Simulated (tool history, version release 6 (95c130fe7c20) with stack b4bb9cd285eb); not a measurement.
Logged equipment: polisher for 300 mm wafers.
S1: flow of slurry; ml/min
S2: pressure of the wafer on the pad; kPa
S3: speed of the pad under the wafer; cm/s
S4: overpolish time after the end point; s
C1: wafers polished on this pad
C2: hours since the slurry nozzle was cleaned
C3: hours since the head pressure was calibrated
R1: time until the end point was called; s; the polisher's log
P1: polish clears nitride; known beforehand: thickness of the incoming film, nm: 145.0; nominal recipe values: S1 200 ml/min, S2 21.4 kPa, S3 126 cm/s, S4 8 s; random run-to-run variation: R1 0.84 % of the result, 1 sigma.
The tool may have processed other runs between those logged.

run   hour   S1    S2   S3  S4    C1     C2     C3       R1
  1   12.4  200  21.4  126   8   614  158.0  355.3  143.280
  2   20.9  200  21.4  192   8   693  166.5  363.8   92.978
  3   36.9  200  21.4  126   8   842  182.5  379.8  139.910
  4   44.4  200  15.9  126   8   912  190.0  387.3  187.940
  5   58.4  200  33.8  126   8  1042  204.0  401.3   89.287
  6   67.3  200  21.4  126  14  1125  212.9  410.2  142.670
  7   81.5  200  21.4  126   8  1257  227.1  424.4  142.140
  8   92.8  200  21.4  126   8  1362  238.4  435.7  143.040
  9  106.6  200  21.4  126   2  1490  252.2  449.5  139.010
 10  115.0  200  21.4  126   8  1568  260.6  457.9  141.210
 11  124.8  270  21.4  126   4  1659  270.4  467.7  138.250
 12  134.1  120  21.4  126   8  1746  279.7  477.0  151.720
 13  145.8  200  21.4   60   8  1855  291.4  488.7  297.730
 14  157.2  265  21.4  126   8  1961  302.8  500.1  136.980
 15  167.5  200  15.9  182   8  2056  313.1  510.4  131.710
 16  174.9  200  21.4  126   8  2125  320.5  517.8  142.190
 17  182.5  200  21.4  126   8  2196  328.1  525.4  141.380
 18  191.3  200  21.4  126   8  2278  336.9  534.2  142.120
 19  205.0  200  21.4  126   8  2405  350.6  547.9  143.750
 20  219.8  200  21.4  126   8  2543  365.4  562.7  146.160
 21  227.0  200  21.4  126   8  2610  372.6  569.9  146.590
 22  239.0  200  21.4  126   8  2721  384.6  581.9  147.860
 23  251.2  200  21.4  126   8  2835  396.8  594.1  147.490
 24  264.6  200  21.4  126   8  2960  410.2  607.5  147.590
 25  275.2  200  21.4  126   8  3058  420.8  618.1  151.700
     282.8  -- head pressure recalibrated
 26  282.8  200  21.4  126   8  3129  428.4    0.0  147.220
 27  298.6  200  21.4  126   8  3276  444.2   15.8  148.330
 28  314.0  200  21.4  126   8  3419  459.6   31.2  150.300

P1 no longer gives what it gave before; its output has crept away from where it was. The following 2 causes, each at its listed size, fit the log equally well:
A: slurry flow missing at the pad, % = 30.5
B: removal rate lost through wear of the pad, % = 5.53
The drift started at roughly hour 191.3.
The rest of the possible causes, and what rules out each one:
head's pressure below its setpoint, %: serviced at hour 282.8, after the change had begun; the process did not return to its earlier output

Which of the 4 check runs listed below, each an average over 5 wafers with its results shown as question marks, gives clearly different results under the different listed causes?
check 1  329.4  200  21.4   86   2               ?
check 2  329.4  200  31.0  126   2               ?
check 3  329.4  200  21.4  184   8               ?
check 4  329.4  120  21.4  126   5               ?

How each check would come out, cause by cause:
  check  result     if A     if B
check 1      R1  219.750  219.720
check 2      R1  103.320  103.310
check 3      R1  102.710  102.700
check 4      R1  169.040  163.440
Gap, in per cent, between the two causes that each check separates least, read from the result that separates them most: check 1 0.01 %; check 2 0.01 %; check 3 0.01 %; check 4 3.37 %
Only in check 4 would the causes give clearly different results; in the remaining checks their results would be nearly the same.

After running check 4, the following was obtained: R1 169.300 s. Which cause does this point to?

It was cause A: slurry flow missing at the pad, %.

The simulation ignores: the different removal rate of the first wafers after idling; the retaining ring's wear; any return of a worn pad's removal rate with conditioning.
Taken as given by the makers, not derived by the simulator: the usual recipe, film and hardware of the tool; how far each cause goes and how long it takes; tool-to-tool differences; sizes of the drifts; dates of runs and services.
